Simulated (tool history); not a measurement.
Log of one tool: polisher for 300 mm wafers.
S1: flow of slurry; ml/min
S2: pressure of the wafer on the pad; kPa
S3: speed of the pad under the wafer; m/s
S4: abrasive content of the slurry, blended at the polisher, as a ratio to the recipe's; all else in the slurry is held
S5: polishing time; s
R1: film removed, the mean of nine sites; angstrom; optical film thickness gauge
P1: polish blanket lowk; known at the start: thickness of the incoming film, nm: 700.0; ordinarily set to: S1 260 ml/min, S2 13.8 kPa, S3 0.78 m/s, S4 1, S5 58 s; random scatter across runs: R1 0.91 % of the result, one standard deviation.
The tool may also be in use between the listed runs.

run	hour	S1	S2	S3	S4	S5	R1
1	10.6	260	13.8	0.78	1	58	220.55
2	16.9	260	13.8	0.98	1.35	58	296.99
3	28.7	260	13.8	1.04	1.4	58	314
4	35.5	260	13.8	0.78	1.35	58	246.34
5	46	260	13.8	0.78	1	86	320.79
6	53.4	260	13.8	0.36	1	58	117.49
7	63.4	260	13.8	1.18	1	58	306.04
8	72.4	260	13.8	0.78	1	58	217.81
9	78.5	260	13.8	0.78	1	58	215.77
10	85.8	400	13.8	0.78	1	58	223.42
11	96.1	155	13.8	0.78	1	58	201.71
12	104.6	260	13.8	0.78	0.5	58	149.98
13	110.5	260	13.8	0.78	1	58	217.01
14	121.9	260	13.8	0.78	1	43	163.14
15	127.9	260	13.8	0.78	1	58	216.09
16	138.7	260	13.8	0.78	1	58	219.35
17	144.5	260	8.3	0.78	1	58	130.65

Run 18, settings as shown, results not yet in. Your forecast:
18	155.3	260	13.8	1.08	0.75	58	?

{"run 18": {"R1": 247.27}}
